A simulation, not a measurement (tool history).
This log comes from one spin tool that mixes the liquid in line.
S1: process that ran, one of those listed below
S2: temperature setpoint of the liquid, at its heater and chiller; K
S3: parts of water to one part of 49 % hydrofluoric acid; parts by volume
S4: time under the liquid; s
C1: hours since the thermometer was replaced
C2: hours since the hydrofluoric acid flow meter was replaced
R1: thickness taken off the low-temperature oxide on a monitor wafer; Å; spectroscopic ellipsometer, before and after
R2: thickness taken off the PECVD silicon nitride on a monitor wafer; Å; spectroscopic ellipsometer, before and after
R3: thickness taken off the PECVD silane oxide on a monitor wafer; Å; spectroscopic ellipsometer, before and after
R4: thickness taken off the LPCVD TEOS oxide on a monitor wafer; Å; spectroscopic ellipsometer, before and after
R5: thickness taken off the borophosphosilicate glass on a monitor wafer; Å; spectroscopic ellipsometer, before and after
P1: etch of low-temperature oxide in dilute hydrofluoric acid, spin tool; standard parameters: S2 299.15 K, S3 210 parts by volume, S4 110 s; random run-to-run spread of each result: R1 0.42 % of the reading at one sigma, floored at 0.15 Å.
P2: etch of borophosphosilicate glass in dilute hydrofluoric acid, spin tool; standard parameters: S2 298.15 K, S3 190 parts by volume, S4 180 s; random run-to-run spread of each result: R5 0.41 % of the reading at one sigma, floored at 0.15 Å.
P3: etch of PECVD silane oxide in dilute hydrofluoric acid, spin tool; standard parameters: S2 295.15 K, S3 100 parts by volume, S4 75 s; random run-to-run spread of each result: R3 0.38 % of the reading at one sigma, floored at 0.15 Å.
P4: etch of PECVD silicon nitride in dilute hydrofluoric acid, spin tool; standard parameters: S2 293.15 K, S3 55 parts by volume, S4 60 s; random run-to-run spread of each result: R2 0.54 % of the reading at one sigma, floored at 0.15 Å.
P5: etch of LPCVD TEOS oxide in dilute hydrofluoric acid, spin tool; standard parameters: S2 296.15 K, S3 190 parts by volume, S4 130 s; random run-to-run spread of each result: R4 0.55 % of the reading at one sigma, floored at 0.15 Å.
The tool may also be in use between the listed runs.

run 1 hour=3.9 | S1=P1 S2=299.15 S3=210 S4=110 | C1=209.2 C2=284 | R1=80.164
run 2 hour=10.4 | S1=P4 S2=293.15 S3=55 S4=60 | C1=215.7 C2=290.5 | R2=45.137
run 3 hour=16.4 | S1=P1 S2=304.65 S3=210 S4=110 | C1=221.7 C2=296.5 | R1=98.337
run 4 hour=24.1 | S1=P1 S2=299.15 S3=210 S4=110 | C1=229.4 C2=304.2 | R1=80.794
run 5 hour=31.3 | S1=P3 S2=295.15 S3=100 S4=75 | C1=236.6 C2=311.4 | R3=162.17
run 6 hour=38.6 | S1=P1 S2=299.15 S3=210 S4=110 | C1=243.9 C2=318.7 | R1=81.098
run 7 hour=46.3 | S1=P5 S2=296.15 S3=190 S4=245 | C1=251.6 C2=326.4 | R4=186.6
run 8 hour=52.6 | S1=P5 S2=290.15 S3=190 S4=130 | C1=257.9 C2=332.7 | R4=78.076
run 9 hour=58.6 | S1=P1 S2=299.15 S3=210 S4=110 | C1=263.9 C2=338.7 | R1=81.323
run 10 hour=63.9 | S1=P2 S2=298.15 S3=190 S4=265 | C1=269.2 C2=344 | R5=614.48
run 11 hour=69.3 | S1=P4 S2=290.15 S3=55 S4=60 | C1=274.6 C2=349.4 | R2=36.589
run 12 hour=74.7 | S1=P1 S2=299.15 S3=210 S4=110 | C1=280 C2=354.8 | R1=81.026
run 13 hour=80 | S1=P1 S2=299.15 S3=125 S4=110 | C1=285.3 C2=360.1 | R1=151.18
run 14 hour=86.4 | S1=P4 S2=293.15 S3=25 S4=60 | C1=291.7 C2=366.5 | R2=94.826
run 15 hour=90.6 | S1=P3 S2=295.15 S3=100 S4=75 | C1=295.9 C2=370.7 | R3=162.36
run 16 hour=99.5 | S1=P1 S2=292.65 S3=210 S4=45 | C1=304.8 C2=379.6 | R1=26.118
run 17 hour=107.7 | S1=P2 S2=290.65 S3=190 S4=180 | C1=313 C2=387.8 | R5=309.84
run 18 hour=113.9 | S1=P4 S2=293.15 S3=55 S4=60 | C1=319.2 C2=394 | R2=45.071
run 19 hour=122.2 | S1=P1 S2=299.15 S3=210 S4=215 | C1=327.5 C2=402.3 | R1=158.44
run 20 hour=126.6 | S1=P1 S2=299.15 S3=295 S4=110 | C1=331.9 C2=406.7 | R1=53.149
run 21 hour=135.2 | S1=P3 S2=303.65 S3=100 S4=75 | C1=340.5 C2=415.3 | R3=225.2
run 22 hour=143.6 | S1=P1 S2=299.15 S3=210 S4=110 | C1=348.9 C2=423.7 | R1=80.811
run 23 hour=151.3 | S1=P1 S2=299.15 S3=365 S4=60 | C1=356.6 C2=431.4 | R1=21.679
run 24 hour=158.5 | S1=P5 S2=296.15 S3=190 S4=130 | C1=363.8 C2=438.6 | R4=97.658
-- hour=162.2 hydrofluoric acid flow meter replaced
run 25 hour=165.5 | S1=P1 S2=303.65 S3=210 S4=35 | C1=370.8 C2=3.3 | R1=30.177
run 26 hour=172.7 | S1=P2 S2=298.15 S3=65 S4=180 | C1=378 C2=10.5 | R5=1408.4
run 27 hour=177.3 | S1=P3 S2=295.15 S3=100 S4=20 | C1=382.6 C2=15.1 | R3=43.14
run 28 hour=185.6 | S1=P3 S2=295.15 S3=55 S4=75 | C1=390.9 C2=23.4 | R3=311.29
run 29 hour=193.5 | S1=P5 S2=296.15 S3=345 S4=130 | C1=398.8 C2=31.3 | R4=46.264
run 30 hour=201.4 | S1=P1 S2=299.15 S3=210 S4=15 | C1=406.7 C2=39.2 | R1=11.032
run 31 hour=208.7 | S1=P2 S2=298.15 S3=190 S4=180 | C1=414 C2=46.5 | R5=415.17
run 32 hour=212.8 | S1=P1 S2=291.15 S3=210 S4=110 | C1=418.1 C2=50.6 | R1=60.248
run 33 hour=217.3 | S1=P4 S2=293.15 S3=55 S4=105 | C1=422.6 C2=55.1 | R2=79.084
run 34 hour=225.3 | S1=P1 S2=299.15 S3=210 S4=110 | C1=430.6 C2=63.1 | R1=81.17
run 35 hour=232.6 | S1=P1 S2=299.15 S3=210 S4=110 | C1=437.9 C2=70.4 | R1=78.698

What will run 36 give?
run 36 hour=240 | S1=P1 S2=299.15 S3=210 S4=110 | C1=445.3 C2=77.8 | R1=?

{"run 36": {"R1": 77.285}}

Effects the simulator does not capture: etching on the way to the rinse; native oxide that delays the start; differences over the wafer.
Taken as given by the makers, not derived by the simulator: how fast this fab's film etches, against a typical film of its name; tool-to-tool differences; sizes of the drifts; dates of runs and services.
